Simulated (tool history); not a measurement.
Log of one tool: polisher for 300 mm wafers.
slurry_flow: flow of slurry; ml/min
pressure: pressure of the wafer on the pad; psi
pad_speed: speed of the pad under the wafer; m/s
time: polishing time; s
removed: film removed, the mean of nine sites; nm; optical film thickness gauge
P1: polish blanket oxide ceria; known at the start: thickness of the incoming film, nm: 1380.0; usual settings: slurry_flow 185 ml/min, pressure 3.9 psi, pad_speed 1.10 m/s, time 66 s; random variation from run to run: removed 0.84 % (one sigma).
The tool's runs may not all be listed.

Run 1, hour 3.0: slurry_flow 185 ml/min, pressure 3.9 psi, pad_speed 1.10 m/s, time 66 s. Result: removed 457.46 nm.
Run 2, hour 7.3: slurry_flow 110 ml/min, pressure 3.9 psi, pad_speed 1.10 m/s, time 66 s. Result: removed 427.97 nm.
Run 3, hour 11.2: slurry_flow 185 ml/min, pressure 5.5 psi, pad_speed 0.58 m/s, time 66 s. Result: removed 347.76 nm.
At hour 11.7: slurry nozzle cleaned.
Run 4, hour 15.5: slurry_flow 185 ml/min, pressure 3.9 psi, pad_speed 1.10 m/s, time 66 s. Result: removed 463.20 nm.
Run 5, hour 19.1: slurry_flow 185 ml/min, pressure 2.7 psi, pad_speed 0.74 m/s, time 66 s. Result: removed 210.53 nm.
Run 6, hour 22.5: slurry_flow 185 ml/min, pressure 3.9 psi, pad_speed 1.10 m/s, time 101 s. Result: removed 715.23 nm.
Run 7, hour 26.7: slurry_flow 185 ml/min, pressure 3.9 psi, pad_speed 1.10 m/s, time 66 s. Result: removed 466.39 nm.
Run 8, hour 30.7: slurry_flow 185 ml/min, pressure 3.9 psi, pad_speed 1.10 m/s, time 66 s. Result: removed 460.22 nm.
Run 9, hour 35.2: slurry_flow 185 ml/min, pressure 3.9 psi, pad_speed 1.10 m/s, time 33 s. Result: removed 229.30 nm.
Run 10, hour 39.1: slurry_flow 185 ml/min, pressure 3.9 psi, pad_speed 1.10 m/s, time 66 s. Result: removed 460.97 nm.
Run 11, hour 42.7: slurry_flow 185 ml/min, pressure 1.8 psi, pad_speed 1.10 m/s, time 66 s. Result: removed 213.21 nm.
Run 12, hour 47.0: slurry_flow 185 ml/min, pressure 3.9 psi, pad_speed 0.52 m/s, time 66 s. Result: removed 220.14 nm.
Run 13, hour 51.1: slurry_flow 185 ml/min, pressure 5.5 psi, pad_speed 1.10 m/s, time 66 s. Result: removed 647.96 nm.
Run 14, hour 54.7: slurry_flow 285 ml/min, pressure 3.9 psi, pad_speed 1.10 m/s, time 66 s. Result: removed 483.60 nm.

Run 15 comes next. What will it give?
Run 15, hour 57.2: slurry_flow 185 ml/min, pressure 3.9 psi, pad_speed 1.72 m/s, time 66 s. Result: removed ?.

{"run 15": {"removed": 710.87}}
